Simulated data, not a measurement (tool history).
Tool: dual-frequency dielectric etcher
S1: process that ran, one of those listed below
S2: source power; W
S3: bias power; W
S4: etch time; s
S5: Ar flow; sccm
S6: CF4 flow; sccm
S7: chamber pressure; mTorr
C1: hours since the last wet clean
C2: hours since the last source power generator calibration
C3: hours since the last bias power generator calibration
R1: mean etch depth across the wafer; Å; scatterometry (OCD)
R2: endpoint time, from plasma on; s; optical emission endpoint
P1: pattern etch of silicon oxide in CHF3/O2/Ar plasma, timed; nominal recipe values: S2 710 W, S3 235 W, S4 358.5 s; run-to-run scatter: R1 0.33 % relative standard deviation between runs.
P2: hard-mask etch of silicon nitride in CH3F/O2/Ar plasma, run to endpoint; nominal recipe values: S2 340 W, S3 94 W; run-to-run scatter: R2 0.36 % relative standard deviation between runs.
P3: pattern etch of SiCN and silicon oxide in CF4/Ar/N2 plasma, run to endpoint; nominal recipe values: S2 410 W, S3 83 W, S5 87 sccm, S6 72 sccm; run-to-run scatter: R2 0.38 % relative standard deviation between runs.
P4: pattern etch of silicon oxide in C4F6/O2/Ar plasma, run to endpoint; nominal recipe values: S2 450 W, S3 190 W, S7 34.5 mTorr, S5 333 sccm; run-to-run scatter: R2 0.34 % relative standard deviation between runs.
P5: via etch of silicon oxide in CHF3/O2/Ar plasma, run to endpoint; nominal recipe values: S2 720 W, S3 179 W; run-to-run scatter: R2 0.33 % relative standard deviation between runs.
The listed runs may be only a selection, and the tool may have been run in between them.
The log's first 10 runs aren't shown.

Run 11, hour 81.3: S1 P1, S2 470 W, S3 305 W, S4 358.5 s; C1 342.6; C2 3246.3; C3 953.0. Result: R1 7574.5 Å.
Run 12, hour 85.7: S1 P1, S2 710 W, S3 235 W, S4 358.5 s; C1 347.0; C2 3250.7; C3 957.4. Result: R1 8064.2 Å.
Run 13, hour 91.1: S1 P2, S2 340 W, S3 76 W; C1 352.4; C2 3256.1; C3 962.8. Result: R2 77.7100 s.
Run 14, hour 97.5: S1 P4, S2 450 W, S3 190 W, S5 333 sccm, S7 34.5 mTorr; C1 358.8; C2 3262.5; C3 969.2. Result: R2 9.3971 s.
Run 15, hour 106.5: S1 P1, S2 710 W, S3 235 W, S4 358.5 s; C1 367.8; C2 3271.5; C3 978.2. Result: R1 8078.7 Å.
Run 16, hour 113.1: S1 P1, S2 710 W, S3 171 W, S4 358.5 s; C1 374.4; C2 3278.1; C3 984.8. Result: R1 7238.6 Å.
Run 17, hour 120.3: S1 P1, S2 710 W, S3 235 W, S4 358.5 s; C1 381.6; C2 3285.3; C3 992.0. Result: R1 8115.1 Å.
Run 18, hour 124.9: S1 P1, S2 710 W, S3 235 W, S4 523.0 s; C1 386.2; C2 3289.9; C3 996.6. Result: R1 11781.0 Å.
Run 19, hour 132.4: S1 P5, S2 580 W, S3 179 W; C1 393.7; C2 3297.4; C3 1004.1. Result: R2 313.5800 s.
Run 20, hour 139.6: S1 P4, S2 450 W, S3 190 W, S5 333 sccm, S7 45.0 mTorr; C1 400.9; C2 3304.6; C3 1011.3. Result: R2 9.7195 s.
Run 21, hour 148.6: S1 P2, S2 340 W, S3 94 W; C1 409.9; C2 3313.6; C3 1020.3. Result: R2 72.1380 s.
Run 22, hour 156.8: S1 P4, S2 450 W, S3 190 W, S5 421 sccm, S7 34.5 mTorr; C1 418.1; C2 3321.8; C3 1028.5. Result: R2 9.6669 s.
Run 23, hour 162.7: S1 P4, S2 360 W, S3 190 W, S5 333 sccm, S7 34.5 mTorr; C1 424.0; C2 3327.7; C3 1034.4. Result: R2 10.2670 s.
Run 24, hour 171.7: S1 P1, S2 710 W, S3 235 W, S4 358.5 s; C1 433.0; C2 3336.7; C3 1043.4. Result: R1 8020.6 Å.
Run 25, hour 175.9: S1 P1, S2 710 W, S3 281 W, S4 358.5 s; C1 437.2; C2 3340.9; C3 1047.6. Result: R1 8560.8 Å.
Run 26, hour 184.0: S1 P3, S2 410 W, S3 48 W, S5 87 sccm, S6 72 sccm; C1 445.3; C2 3349.0; C3 1055.7. Result: R2 13.1950 s.
Run 27, hour 190.1: S1 P3, S2 570 W, S3 83 W, S5 87 sccm, S6 72 sccm; C1 451.4; C2 3355.1; C3 1061.8. Result: R2 8.3194 s.
Run 28, hour 195.1: S1 P4, S2 450 W, S3 230 W, S5 333 sccm, S7 34.5 mTorr; C1 456.4; C2 3360.1; C3 1066.8. Result: R2 8.9111 s.
Run 29, hour 199.8: S1 P1, S2 1010 W, S3 235 W, S4 358.5 s; C1 461.1; C2 3364.8; C3 1071.5. Result: R1 9248.6 Å.
Run 30, hour 208.6: S1 P2, S2 230 W, S3 94 W; C1 469.9; C2 3373.6; C3 1080.3. Result: R2 82.8070 s.
Run 31, hour 214.6: S1 P3, S2 410 W, S3 83 W, S5 87 sccm, S6 47 sccm; C1 475.9; C2 3379.6; C3 1086.3. Result: R2 11.7580 s.

Estimate the outcome of run 32 from the log above:
Run 32, hour 220.3: S1 P1, S2 710 W, S3 235 W, S4 358.5 s; C1 481.6; C2 3385.3; C3 1092.0. Result: R1 ?.

{"run 32": {"R1": 8073.2}}

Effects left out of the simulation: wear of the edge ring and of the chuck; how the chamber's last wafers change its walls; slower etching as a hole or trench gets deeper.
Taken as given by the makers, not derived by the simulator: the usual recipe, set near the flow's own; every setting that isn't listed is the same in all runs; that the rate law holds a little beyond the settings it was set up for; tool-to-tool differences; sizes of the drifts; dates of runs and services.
